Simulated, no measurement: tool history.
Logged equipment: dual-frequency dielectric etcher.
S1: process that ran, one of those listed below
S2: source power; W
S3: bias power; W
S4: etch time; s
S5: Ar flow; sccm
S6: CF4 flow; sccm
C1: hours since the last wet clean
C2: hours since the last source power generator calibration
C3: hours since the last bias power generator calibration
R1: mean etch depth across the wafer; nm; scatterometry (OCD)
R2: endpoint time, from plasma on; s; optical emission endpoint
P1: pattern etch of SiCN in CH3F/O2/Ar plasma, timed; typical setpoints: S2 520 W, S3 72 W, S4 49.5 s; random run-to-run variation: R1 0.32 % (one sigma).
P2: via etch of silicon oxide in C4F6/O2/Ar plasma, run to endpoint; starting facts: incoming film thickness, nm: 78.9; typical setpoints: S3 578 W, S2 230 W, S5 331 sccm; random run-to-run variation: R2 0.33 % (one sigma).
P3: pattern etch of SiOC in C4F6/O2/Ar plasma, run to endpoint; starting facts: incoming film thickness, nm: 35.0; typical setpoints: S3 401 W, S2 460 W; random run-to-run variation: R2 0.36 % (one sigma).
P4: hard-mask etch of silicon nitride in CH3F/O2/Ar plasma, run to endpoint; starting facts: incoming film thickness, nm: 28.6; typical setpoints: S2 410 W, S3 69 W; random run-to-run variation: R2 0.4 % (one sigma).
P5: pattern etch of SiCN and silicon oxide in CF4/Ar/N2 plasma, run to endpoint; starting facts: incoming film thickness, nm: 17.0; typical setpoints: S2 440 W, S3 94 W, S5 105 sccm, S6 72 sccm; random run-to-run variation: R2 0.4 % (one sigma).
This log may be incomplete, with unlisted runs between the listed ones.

run   hour  S1   S2   S3    S4   S5  S6     C1     C2      C3      R1      R2
  1   17.3  P1  520   72  49.5            86.6  901.4  3445.9  20.943
  2   27.9  P1  520   57  49.5            97.2  912.0  3456.5  19.445
  3   41.6  P2  230  431        331      110.9  925.7  3470.2          22.087
  4   56.9  P1  650   72  49.5           126.2  941.0  3485.5  22.955
  5   65.9  P2  230  578        331      135.2  950.0  3494.5          19.948
  6   78.7  P4  410   69                 148.0  962.8  3507.3          39.120
  7   96.6  P1  520   72  74.0           165.9  980.7  3525.2  31.050
      98.9  -- source power generator calibrated
  8  113.4  P1  520   72  49.5           182.7   14.5  3542.0  20.862
  9  131.7  P5  440   94         79  72  201.0   32.8  3560.3          17.639
 10  140.7  P1  370   72  49.5           210.0   41.8  3569.3  18.327
 11  152.1  P3  460  320                 221.4   53.2  3580.7          13.268
 12  166.5  P1  520   92  39.0           235.8   67.6  3595.1  17.995
 13  175.8  P4  410   93                 245.1   76.9  3604.4          35.317
 14  192.1  P1  520   72  49.5           261.4   93.2  3620.7  20.979
 15  208.0  P5  440   94        105  72  277.3  109.1  3636.6          18.345
 16  224.4  P4  500   69                 293.7  125.5  3653.0          36.642
 17  233.8  P5  440  124        105  72  303.1  134.9  3662.4          16.484
     237.3  -- wet clean of the chamber
 18  247.9  P1  520   72  49.5            10.6  149.0  3676.5  20.950
     250.5  -- bias power generator calibrated
 19  256.3  P5  610   94        105  72   19.0  157.4     5.9          13.664
 20  270.4  P5  440   94        105  72   33.1  171.5    20.0          18.147
 21  286.6  P1  520   96  49.5            49.3  187.7    36.2  23.256
 22  299.3  P1  520   72  49.5            62.0  200.4    48.9  21.004
 23  309.9  P5  440   94        105  96   72.6  211.0    59.5          17.621
 24  324.0  P1  520   72  49.5            86.7  225.1    73.6  21.052
 25  336.4  P3  460  401                  99.1  237.5    86.0          12.323
 26  354.6  P3  640  401                 117.3  255.7   104.2          10.797
 27  366.6  P3  460  401                 129.3  267.7   116.2          12.171
 28  384.1  P1  520   72  27.0           146.8  285.2   133.7  11.454
 29  394.4  P1  350   54  49.5           157.1  295.5   144.0  16.303
 30  411.4  P1  620   55  49.5           174.1  312.5   161.0  20.492
 31  424.6  P2  150  578        331      187.3  325.7   174.2          23.046
 32  439.7  P2  230  578        391      202.4  340.8   189.3          20.136
 33  451.4  P2  230  578        331      214.1  352.5   201.0          19.851
 34  465.7  P1  520   72  49.5           228.4  366.8   215.3  21.026
 35  481.4  P1  520   72  49.5           244.1  382.5   231.0  21.014
 36  497.8  P1  520   72  49.5           260.5  398.9   247.4  21.144
 37  507.9  P1  520   72  49.5           270.6  409.0   257.5  21.263
 38  520.7  P1  520   72  49.5           283.4  421.8   270.3  21.292
 39  531.7  P1  520   72  49.5           294.4  432.8   281.3  21.329
 40  541.4  P1  520   72  49.5           304.1  442.5   291.0  21.308

Expected results for the next run?
 41  559.8  P1  520  72  49.5          322.5  460.9  309.4   ?

{"run 41": {"R1": 21.295}}
